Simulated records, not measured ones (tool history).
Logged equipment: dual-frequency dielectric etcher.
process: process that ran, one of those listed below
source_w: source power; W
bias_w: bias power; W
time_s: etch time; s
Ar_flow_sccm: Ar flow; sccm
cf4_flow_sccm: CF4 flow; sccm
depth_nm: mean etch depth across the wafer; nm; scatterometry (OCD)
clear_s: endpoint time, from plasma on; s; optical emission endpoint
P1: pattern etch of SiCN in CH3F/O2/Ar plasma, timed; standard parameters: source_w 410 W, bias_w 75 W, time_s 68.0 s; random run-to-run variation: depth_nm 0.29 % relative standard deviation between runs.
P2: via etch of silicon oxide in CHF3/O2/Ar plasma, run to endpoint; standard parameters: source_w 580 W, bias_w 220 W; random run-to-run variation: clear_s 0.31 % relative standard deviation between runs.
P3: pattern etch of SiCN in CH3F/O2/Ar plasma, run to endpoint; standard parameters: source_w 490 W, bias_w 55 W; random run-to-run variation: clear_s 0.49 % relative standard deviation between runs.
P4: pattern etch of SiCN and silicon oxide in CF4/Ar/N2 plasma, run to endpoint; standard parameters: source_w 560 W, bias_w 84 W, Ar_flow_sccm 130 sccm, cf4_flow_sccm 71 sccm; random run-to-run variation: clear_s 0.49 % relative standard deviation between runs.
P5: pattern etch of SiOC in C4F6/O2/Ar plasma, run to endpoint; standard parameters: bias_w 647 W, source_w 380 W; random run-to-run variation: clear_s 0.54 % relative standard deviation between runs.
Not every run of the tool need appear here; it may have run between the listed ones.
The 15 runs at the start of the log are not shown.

{"run": 16, "hour": 188.7, "process": "P1", "source_w": 410, "bias_w": 75, "time_s": 102.0, "depth_nm": 38.785}
{"run": 17, "hour": 196.2, "process": "P4", "source_w": 560, "bias_w": 84, "Ar_flow_sccm": 155, "cf4_flow_sccm": 71, "clear_s": 13.787}
{"run": 18, "hour": 212.8, "process": "P1", "source_w": 510, "bias_w": 75, "time_s": 68.0, "depth_nm": 28.206}
{"run": 19, "hour": 224.2, "process": "P4", "source_w": 560, "bias_w": 84, "Ar_flow_sccm": 130, "cf4_flow_sccm": 71, "clear_s": 13.534}
{"run": 20, "hour": 232.5, "process": "P1", "source_w": 410, "bias_w": 95, "time_s": 68.0, "depth_nm": 28.367}
{"run": 21, "hour": 246.6, "process": "P3", "source_w": 340, "bias_w": 55, "clear_s": 17.574}
{"run": 22, "hour": 254.1, "process": "P1", "source_w": 270, "bias_w": 75, "time_s": 68.0, "depth_nm": 22.257}
{"run": 23, "hour": 262.6, "process": "P1", "source_w": 410, "bias_w": 90, "time_s": 87.5, "depth_nm": 35.904}
{"run": 24, "hour": 275.8, "process": "P1", "source_w": 410, "bias_w": 75, "time_s": 68.0, "depth_nm": 26.022}
{"run": 25, "hour": 290.5, "process": "P4", "source_w": 560, "bias_w": 84, "Ar_flow_sccm": 130, "cf4_flow_sccm": 99, "clear_s": 12.866}
{"run": 26, "hour": 301.5, "process": "P1", "source_w": 410, "bias_w": 51, "time_s": 68.0, "depth_nm": 22.677}

Predict the results of run 27:
{"run": 27, "hour": 309.6, "process": "P5", "source_w": 450, "bias_w": 647, "clear_s": "?"}

clear_s: 14.948 s

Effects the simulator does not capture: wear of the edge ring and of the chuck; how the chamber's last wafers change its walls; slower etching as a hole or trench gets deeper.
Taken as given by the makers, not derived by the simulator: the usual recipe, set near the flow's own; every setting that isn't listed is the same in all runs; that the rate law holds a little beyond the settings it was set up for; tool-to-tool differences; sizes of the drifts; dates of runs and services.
